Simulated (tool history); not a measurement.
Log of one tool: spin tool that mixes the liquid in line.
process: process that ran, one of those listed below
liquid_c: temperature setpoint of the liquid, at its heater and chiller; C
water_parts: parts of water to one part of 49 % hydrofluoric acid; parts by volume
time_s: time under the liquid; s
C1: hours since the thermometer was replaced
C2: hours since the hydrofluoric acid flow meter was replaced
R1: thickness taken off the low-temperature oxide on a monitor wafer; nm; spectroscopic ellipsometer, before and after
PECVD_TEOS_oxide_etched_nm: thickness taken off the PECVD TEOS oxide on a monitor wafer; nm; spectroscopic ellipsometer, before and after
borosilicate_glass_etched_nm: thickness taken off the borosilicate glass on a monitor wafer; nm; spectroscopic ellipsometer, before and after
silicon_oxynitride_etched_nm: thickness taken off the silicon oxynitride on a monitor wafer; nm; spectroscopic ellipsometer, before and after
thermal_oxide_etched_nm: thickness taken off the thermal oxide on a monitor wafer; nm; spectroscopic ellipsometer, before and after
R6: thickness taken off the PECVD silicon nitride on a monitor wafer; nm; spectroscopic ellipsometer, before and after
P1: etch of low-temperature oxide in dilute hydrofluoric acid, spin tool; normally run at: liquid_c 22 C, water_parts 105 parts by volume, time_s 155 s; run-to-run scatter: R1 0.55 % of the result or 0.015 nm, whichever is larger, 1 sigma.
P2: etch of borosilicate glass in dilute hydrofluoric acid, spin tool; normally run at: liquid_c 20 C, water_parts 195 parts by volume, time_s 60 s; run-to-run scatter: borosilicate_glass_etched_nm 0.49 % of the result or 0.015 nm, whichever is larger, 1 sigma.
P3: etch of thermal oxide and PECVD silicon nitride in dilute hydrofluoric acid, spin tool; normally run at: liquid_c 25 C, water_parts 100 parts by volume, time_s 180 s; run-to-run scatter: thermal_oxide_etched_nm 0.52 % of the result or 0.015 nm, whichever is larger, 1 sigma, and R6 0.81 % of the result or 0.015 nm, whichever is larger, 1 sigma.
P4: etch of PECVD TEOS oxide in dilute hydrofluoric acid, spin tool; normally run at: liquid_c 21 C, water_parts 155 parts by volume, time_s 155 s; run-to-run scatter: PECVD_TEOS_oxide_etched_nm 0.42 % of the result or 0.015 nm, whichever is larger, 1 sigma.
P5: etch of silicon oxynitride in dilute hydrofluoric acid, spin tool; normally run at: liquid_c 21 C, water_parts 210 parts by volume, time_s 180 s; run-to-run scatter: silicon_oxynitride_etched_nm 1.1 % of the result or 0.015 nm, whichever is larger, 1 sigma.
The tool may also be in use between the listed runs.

run 1 hour=7.1 | process=P1 liquid_c=22 water_parts=105 time_s=155 | C1=411.3 C2=1413.6 | R1=22.826
run 2 hour=18 | process=P1 liquid_c=22 water_parts=105 time_s=255 | C1=422.2 C2=1424.5 | R1=37.69
run 3 hour=24.7 | process=P4 liquid_c=17 water_parts=155 time_s=155 | C1=428.9 C2=1431.2 | PECVD_TEOS_oxide_etched_nm=12.448
run 4 hour=31.6 | process=P4 liquid_c=21 water_parts=155 time_s=230 | C1=435.8 C2=1438.1 | PECVD_TEOS_oxide_etched_nm=21.601
run 5 hour=38.5 | process=P2 liquid_c=17 water_parts=195 time_s=60 | C1=442.7 C2=1445 | borosilicate_glass_etched_nm=6.1646
run 6 hour=46.5 | process=P2 liquid_c=20 water_parts=195 time_s=60 | C1=450.7 C2=1453 | borosilicate_glass_etched_nm=7.0163
run 7 hour=53.5 | process=P5 liquid_c=21 water_parts=210 time_s=180 | C1=457.7 C2=1460 | silicon_oxynitride_etched_nm=1.9829
run 8 hour=66.5 | process=P2 liquid_c=20 water_parts=320 time_s=60 | C1=470.7 C2=1473 | borosilicate_glass_etched_nm=3.7845
run 9 hour=74.1 | process=P1 liquid_c=18 water_parts=35 time_s=155 | C1=478.3 C2=1480.6 | R1=62.616
run 10 hour=81.1 | process=P4 liquid_c=21 water_parts=155 time_s=155 | C1=485.3 C2=1487.6 | PECVD_TEOS_oxide_etched_nm=14.543
run 11 hour=92.2 | process=P1 liquid_c=17 water_parts=55 time_s=155 | C1=496.4 C2=1498.7 | R1=37.162
run 12 hour=101.4 | process=P5 liquid_c=21 water_parts=55 time_s=180 | C1=505.6 C2=1507.9 | silicon_oxynitride_etched_nm=8.4118
run 13 hour=108.2 | process=P5 liquid_c=21 water_parts=210 time_s=180 | C1=512.4 C2=1514.7 | silicon_oxynitride_etched_nm=1.9654
run 14 hour=120.6 | process=P3 liquid_c=25 water_parts=100 time_s=180 | C1=524.8 C2=1527.1 | thermal_oxide_etched_nm=9.1092 R6=3.356
run 15 hour=129.5 | process=P1 liquid_c=22 water_parts=105 time_s=155 | C1=533.7 C2=1536 | R1=22.806
run 16 hour=142.5 | process=P1 liquid_c=22 water_parts=105 time_s=15 | C1=546.7 C2=1549 | R1=2.1987
run 17 hour=155.5 | process=P5 liquid_c=17 water_parts=210 time_s=180 | C1=559.7 C2=1562 | silicon_oxynitride_etched_nm=1.6053
run 18 hour=164.3 | process=P1 liquid_c=22 water_parts=105 time_s=155 | C1=568.5 C2=1570.8 | R1=22.63
run 19 hour=176.8 | process=P1 liquid_c=17.5 water_parts=105 time_s=155 | C1=581 C2=1583.3 | R1=18.889
run 20 hour=183.4 | process=P1 liquid_c=28 water_parts=105 time_s=155 | C1=587.6 C2=1589.9 | R1=28.766
run 21 hour=196.2 | process=P1 liquid_c=22 water_parts=105 time_s=155 | C1=600.4 C2=1602.7 | R1=22.898
run 22 hour=207.4 | process=P4 liquid_c=21 water_parts=25 time_s=155 | C1=611.6 C2=1613.9 | PECVD_TEOS_oxide_etched_nm=105.19
run 23 hour=213.7 | process=P4 liquid_c=21 water_parts=155 time_s=155 | C1=617.9 C2=1620.2 | PECVD_TEOS_oxide_etched_nm=14.513
run 24 hour=220.9 | process=P1 liquid_c=22 water_parts=105 time_s=155 | C1=625.1 C2=1627.4 | R1=22.745
run 25 hour=229.8 | process=P1 liquid_c=22 water_parts=105 time_s=155 | C1=634 C2=1636.3 | R1=23.052
run 26 hour=237.2 | process=P2 liquid_c=20 water_parts=195 time_s=60 | C1=641.4 C2=1643.7 | borosilicate_glass_etched_nm=6.9104
run 27 hour=244.6 | process=P2 liquid_c=20 water_parts=195 time_s=30 | C1=648.8 C2=1651.1 | borosilicate_glass_etched_nm=3.4843
run 28 hour=253.9 | process=P5 liquid_c=21 water_parts=210 time_s=320 | C1=658.1 C2=1660.4 | silicon_oxynitride_etched_nm=3.5343
run 29 hour=262.6 | process=P1 liquid_c=22 water_parts=180 time_s=155 | C1=666.8 C2=1669.1 | R1=12.238
run 30 hour=274.7 | process=P3 liquid_c=25 water_parts=55 time_s=180 | C1=678.9 C2=1681.2 | thermal_oxide_etched_nm=17.523 R6=6.1063
run 31 hour=287 | process=P3 liquid_c=25 water_parts=100 time_s=40 | C1=691.2 C2=1693.5 | thermal_oxide_etched_nm=2.0373 R6=0.74742
run 32 hour=296.4 | process=P1 liquid_c=22 water_parts=150 time_s=35 | C1=700.6 C2=1702.9 | R1=3.4531

The next listed run, before its measurement:
run 33 hour=309.7 | process=P3 liquid_c=33 water_parts=100 time_s=180 | C1=713.9 C2=1716.2 | thermal_oxide_etched_nm=? R6=?

thermal_oxide_etched_nm: 12.243 nm
R6: 5.5288 nm
